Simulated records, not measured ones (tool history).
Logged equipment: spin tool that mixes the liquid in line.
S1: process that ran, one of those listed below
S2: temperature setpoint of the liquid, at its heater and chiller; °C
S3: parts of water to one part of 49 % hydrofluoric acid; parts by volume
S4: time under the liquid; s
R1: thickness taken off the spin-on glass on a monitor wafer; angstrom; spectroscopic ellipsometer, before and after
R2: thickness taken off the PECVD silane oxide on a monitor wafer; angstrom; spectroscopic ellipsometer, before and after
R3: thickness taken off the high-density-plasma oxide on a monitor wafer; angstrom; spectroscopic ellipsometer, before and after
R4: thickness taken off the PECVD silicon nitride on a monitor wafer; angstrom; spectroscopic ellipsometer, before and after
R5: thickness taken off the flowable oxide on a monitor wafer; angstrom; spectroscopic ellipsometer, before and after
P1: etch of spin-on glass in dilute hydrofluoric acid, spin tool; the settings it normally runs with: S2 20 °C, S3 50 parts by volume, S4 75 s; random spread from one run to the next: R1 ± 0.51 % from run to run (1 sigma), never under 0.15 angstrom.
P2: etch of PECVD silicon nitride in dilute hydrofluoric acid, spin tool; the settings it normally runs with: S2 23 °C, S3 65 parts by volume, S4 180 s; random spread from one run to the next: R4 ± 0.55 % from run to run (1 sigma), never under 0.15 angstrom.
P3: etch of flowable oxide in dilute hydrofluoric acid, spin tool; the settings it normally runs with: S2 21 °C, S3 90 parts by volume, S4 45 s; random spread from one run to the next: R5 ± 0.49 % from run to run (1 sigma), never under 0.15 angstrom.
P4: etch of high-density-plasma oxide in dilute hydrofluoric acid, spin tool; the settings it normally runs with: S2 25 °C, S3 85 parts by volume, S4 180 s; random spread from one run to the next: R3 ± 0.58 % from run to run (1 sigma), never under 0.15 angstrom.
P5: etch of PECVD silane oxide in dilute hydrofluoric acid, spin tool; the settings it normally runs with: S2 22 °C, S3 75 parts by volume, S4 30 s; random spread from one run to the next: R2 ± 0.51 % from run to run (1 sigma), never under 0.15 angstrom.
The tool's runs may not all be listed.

run	hour	S1	S2	S3	S4	R1	R2	R3	R4	R5
1	8.8	P1	20	50	75	298.57				
2	14.7	P5	22	75	15		73.967			
3	23.3	P4	20	85	180			94.954		
4	30.2	P2	23	100	180				29.02	
5	35	P2	28.5	65	180				63.179	
6	44.2	P1	20	50	75	299.46				
7	49.7	P1	17	50	75	262.55				
8	56.5	P1	20	50	15	59.743				
9	63	P4	25	85	180			117.5		
10	72	P1	20	50	75	301.68				
11	79.4	P1	20	50	75	298.15				
12	86.9	P1	20	50	115	459.56				
13	95.8	P5	22	20	30		601.45			
14	100.1	P4	25	115	180			84.088		
15	105.8	P3	21	90	80					519.88
16	112.7	P3	17	90	45					244.66
17	118.2	P1	27.5	50	15	82.025				
18	122.7	P2	23	65	180				44.392	
19	129.1	P1	20	50	75	296.08				
20	137.2	P1	20	75	75	195.49				
21	142.3	P1	20	50	75	299.25				
22	150.2	P3	21	50	45					547.61
23	155.6	P1	26	50	75	384.63				
24	161.5	P4	25	85	180			116.55		
25	165.9	P1	17	30	75	447.04				
26	170.9	P1	20	20	75	772.84				
27	176.9	P3	21	90	45					292.68
28	181.9	P2	23	65	70				16.874	
29	188	P1	17	50	25	86.69				
30	196.5	P4	25	85	15			9.7479		
31	202.5	P5	22	75	30		148.21			
32	211.6	P5	17	75	30		122.49			
33	216.5	P1	20	50	75	297.74				
34	222.4	P1	20	50	75	316.13				
35	227.6	P1	20	50	75	322.34				
36	235.7	P1	20	50	75	328.88				
37	242.3	P1	20	50	75	329.66				
38	248	P1	20	50	75	331.31				
39	253.4	P1	20	50	75	329.89				

Something has made what P1 gives creep away from where it was; the 2 causes below, each at its own stated size, fit the log equally well:
A: hydrofluoric acid flow above the setpoint (%) = 10.1
B: liquid hotter than its thermometer reads (K) = 2.43
The process output started creeping at around hour 216.5.

Question marks stand in for the results of the 4 check runs listed below, each run on one wafer. Under which run would the listed causes show clearly different results?
check 1	258.8	P4	25	85	180			?		
check 2	258.8	P3	21	90	45					?
check 3	258.8	P2	23	65	180				?	
check 4	258.8	P5	22	75	30		?			

Outcome of each check run for each possible cause:
check	result	if A	if B
check 1	R3	129.62	128.22
check 2	R5	323.84	321.45
check 3	R4	48.358	51.77
check 4	R2	165.85	164.88
Distance between the nearest two causes, measured in the result of the check that separates them most: check 1 1.09 %; check 2 0.74 %; check 3 6.82 %; check 4 0.59 %
The other checks would show nearly matching results whichever cause is true, so check 3 is the only one that separates the causes.

Running check 3 produced the following: R4 51.309 angstrom. Which one of the listed causes fits?

Of the candidate causes, it is B: liquid hotter than its thermometer reads (K).
